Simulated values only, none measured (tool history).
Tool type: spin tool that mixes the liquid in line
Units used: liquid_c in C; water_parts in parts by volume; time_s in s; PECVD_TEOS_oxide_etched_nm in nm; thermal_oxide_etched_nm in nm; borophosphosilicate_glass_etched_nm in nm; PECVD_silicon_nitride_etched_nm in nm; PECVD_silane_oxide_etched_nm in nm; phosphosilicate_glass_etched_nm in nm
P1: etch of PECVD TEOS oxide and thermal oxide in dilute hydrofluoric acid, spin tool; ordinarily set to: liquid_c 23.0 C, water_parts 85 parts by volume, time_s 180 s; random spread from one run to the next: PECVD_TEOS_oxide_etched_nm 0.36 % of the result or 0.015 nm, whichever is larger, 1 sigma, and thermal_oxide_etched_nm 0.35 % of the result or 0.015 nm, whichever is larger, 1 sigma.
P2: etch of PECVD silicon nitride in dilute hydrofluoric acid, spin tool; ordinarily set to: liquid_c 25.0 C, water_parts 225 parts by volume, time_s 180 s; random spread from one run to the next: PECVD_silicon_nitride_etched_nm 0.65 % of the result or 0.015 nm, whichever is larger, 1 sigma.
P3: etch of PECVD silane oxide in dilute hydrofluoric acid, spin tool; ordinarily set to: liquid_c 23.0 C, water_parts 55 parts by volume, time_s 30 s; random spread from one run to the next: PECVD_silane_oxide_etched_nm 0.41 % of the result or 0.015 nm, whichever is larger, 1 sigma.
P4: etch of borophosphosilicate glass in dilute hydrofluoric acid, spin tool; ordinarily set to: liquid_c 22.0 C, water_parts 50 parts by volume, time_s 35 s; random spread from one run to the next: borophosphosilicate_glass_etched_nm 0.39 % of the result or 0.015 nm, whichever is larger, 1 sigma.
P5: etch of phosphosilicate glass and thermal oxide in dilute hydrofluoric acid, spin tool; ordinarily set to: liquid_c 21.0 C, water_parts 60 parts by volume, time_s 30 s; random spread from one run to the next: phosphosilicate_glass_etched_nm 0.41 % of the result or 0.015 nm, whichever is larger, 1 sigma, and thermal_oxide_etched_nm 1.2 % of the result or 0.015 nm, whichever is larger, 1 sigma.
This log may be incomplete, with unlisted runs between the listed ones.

run  hour  process  liquid_c  water_parts  time_s  hours since the thermometer was replaced  hours since the hydrofluoric acid flow meter was replaced  PECVD_TEOS_oxide_etched_nm  thermal_oxide_etched_nm  borophosphosilicate_glass_etched_nm  PECVD_silicon_nitride_etched_nm  PECVD_silane_oxide_etched_nm  phosphosilicate_glass_etched_nm
  1   4.9       P1      23.0           85     180                                     413.3                                                      614.4                      27.294                   9.6537
  2   9.8       P4      22.0           50      15                                     418.2                                                      619.3                                                                                    24.497
  3  12.6       P2      25.0          225      30                                     421.0                                                      622.1                                                                                                                    0.69601
  4  16.6       P1      18.5           85     180                                     425.0                                                      626.1                      22.642                   8.0036
  5  21.2       P3      23.0           90      30                                     429.6                                                      630.7                                                                                                                                                   8.6454
  6  24.7       P1      23.0           85     345                                     433.1                                                      634.2                      52.728                  18.4540
  7  28.5       P3      23.0           55      50                                     436.9                                                      638.0                                                                                                                                                  24.5240
  8  31.6       P2      25.0          325     180                                     440.0                                                      641.1                                                                                                                    2.81040
  9  34.1       P1      31.5           85     180                                     442.5                                                      643.6                      38.001                  13.4310
 10  37.3       P1      23.0          125     180                                     445.7                                                      646.8                      17.646                   6.1956
 11  42.4       P3      23.0           55      30                                     450.8                                                      651.9                                                                                                                                                  14.7060
 12  46.0       P3      27.5           55      30                                     454.4                                                      655.5                                                                                                                                                  17.7480
 13  50.4       P4      22.0           50      35                                     458.8                                                      659.9                                                                                    57.641
 14  54.6       P1      23.0           85     180                                     463.0                                                      664.1                      27.187                   9.6470
 15  57.3       P1      23.0           85     180                                     465.7                                                      666.8                      27.245                   9.6215
 16  60.6       P1      29.0           55     180                                     469.0                                                      670.1                      55.622                  19.7630
 17  65.1       P5      21.0           60      30                                     473.5                                                      674.6                                               2.1421                                                                                                                               40.141
 18  70.2       P1      17.0          135     180                                     478.6                                                      679.7                      12.692                   4.5099
 19  72.7       P5      17.0           60      30                                     481.1                                                      682.2                                               1.8109                                                                                                                               33.887
 20  76.1       P1      23.0           85     180                                     484.5                                                      685.6                      27.352                   9.6391
 21  81.0       P4      29.5           50      35                                     489.4                                                      690.5                                                                                    78.247

The next listed run, before its measurement:
 22  83.3       P3      23.0           55      30                                     491.7                                                      692.8                                                                                                                                                        ?

{"run 22": {"PECVD_silane_oxide_etched_nm": 14.744}}

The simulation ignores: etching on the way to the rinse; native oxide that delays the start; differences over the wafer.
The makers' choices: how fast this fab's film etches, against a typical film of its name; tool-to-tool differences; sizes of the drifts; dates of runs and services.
